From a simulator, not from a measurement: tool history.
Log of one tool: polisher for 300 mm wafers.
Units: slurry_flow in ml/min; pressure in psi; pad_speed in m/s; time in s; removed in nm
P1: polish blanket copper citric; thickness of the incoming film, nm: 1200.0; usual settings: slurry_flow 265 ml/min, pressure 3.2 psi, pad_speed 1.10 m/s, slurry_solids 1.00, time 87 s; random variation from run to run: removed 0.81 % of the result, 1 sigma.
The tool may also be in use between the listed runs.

run,day,slurry_flow,pressure,pad_speed,slurry_solids,time,wafers polished on this pad,hours since the slurry nozzle was cleaned,hours since the head pressure was calibrated,hours since the slurry blender was calibrated,removed
1,0.529,265,3.2,1.10,1.00,87,470,56.3,522.9,88.2,233.00
2,1.083,335,3.2,1.10,1.00,87,566,69.6,536.2,101.5,238.09
3,1.350,265,3.2,1.10,1.00,117,613,76.0,542.6,107.9,311.84
4,1.792,265,4.8,1.10,1.00,87,690,86.6,553.2,118.5,346.81
5,2.117,160,3.2,1.68,1.00,87,746,94.4,561.0,126.3,327.76
6,2.625,160,3.2,1.10,1.00,87,835,106.6,573.2,138.5,215.31
# day 2.712: head pressure recalibrated
7,2.988,265,3.2,1.10,0.60,87,898,115.3,6.6,147.2,208.41
8,3.512,265,3.2,1.10,1.00,87,989,127.9,19.2,159.8,233.28
9,4.021,265,3.2,0.50,1.00,87,1078,140.1,31.4,172.0,108.44
# day 4.062: slurry blender recalibrated
10,4.592,265,3.2,1.10,1.00,87,1178,153.8,45.1,12.7,233.28
11,5.004,265,1.5,1.10,1.00,87,1249,163.7,55.0,22.6,110.60
12,5.388,265,3.2,1.10,1.00,87,1316,172.9,64.2,31.8,232.49
13,5.862,265,3.2,1.72,1.00,87,1399,184.3,75.6,43.2,353.57
14,6.304,265,3.2,1.10,1.00,56,1476,194.9,86.2,53.8,148.45
15,6.617,265,3.2,1.10,1.00,87,1530,202.4,93.7,61.3,232.76
16,7.075,265,3.2,1.10,1.45,87,1610,213.4,104.7,72.3,253.67
17,7.433,265,3.2,1.10,1.00,87,1673,222.0,113.3,80.9,229.35
18,7.800,265,3.2,1.10,1.00,87,1737,230.8,122.1,89.7,225.61
19,8.383,265,3.2,1.10,1.00,87,1838,244.8,136.1,103.7,221.91
# day 8.638: head pressure recalibrated
# day 8.642: slurry blender recalibrated
20,8.708,265,3.2,1.10,1.00,87,1895,252.6,1.8,1.7,218.42
21,8.975,265,3.2,1.10,1.00,87,1941,259.0,8.2,8.1,219.29
22,9.262,265,3.2,1.10,1.00,87,1991,265.9,15.1,15.0,220.12
23,9.658,265,3.2,1.10,1.00,87,2060,275.4,24.6,24.5,220.29
24,9.950,265,3.2,1.10,1.00,87,2111,282.4,31.6,31.5,221.10

What P1 gives has crept away from where it was. These 2 causes fit the log equally well, each at the size given:
A: removal rate lost through wear of the pad, % = 5.36
B: slurry flow missing at the pad, % = 35.6
The creep began at about day 7.433.
Why every other cause is out:
head's pressure below its setpoint, %: serviced at day 8.638, which brought nothing back
abrasive missing from the slurry, %: serviced at day 8.642, which brought nothing back

4 check runs are offered, each on 5 wafers whose results are averaged, their results left as question marks. Which one tells the causes apart?
check 1,10.242,265,4.5,1.10,1.00,104,,,,,?
check 2,10.242,265,1.6,1.68,1.00,87,,,,,?
check 3,10.242,170,3.2,0.68,1.00,87,,,,,?
check 4,10.242,265,1.6,0.64,1.00,87,,,,,?

What each check would give under each cause:
check,result,if A,if B
check 1,removed,366.240,366.260
check 2,removed,168.430,168.440
check 3,removed,129.780,126.190
check 4,removed,66.955,66.959
How far apart the two closest causes lie, in the result that separates them most: check 1 0.01 %; check 2 0.01 %; check 3 2.81 %; check 4 0.01 %
Check 3 tells the causes apart: in the others they would give nearly the same result.

Check 3 was then run and gave: removed 126.150 nm. Which cause is it?

It is B: slurry flow missing at the pad, %.
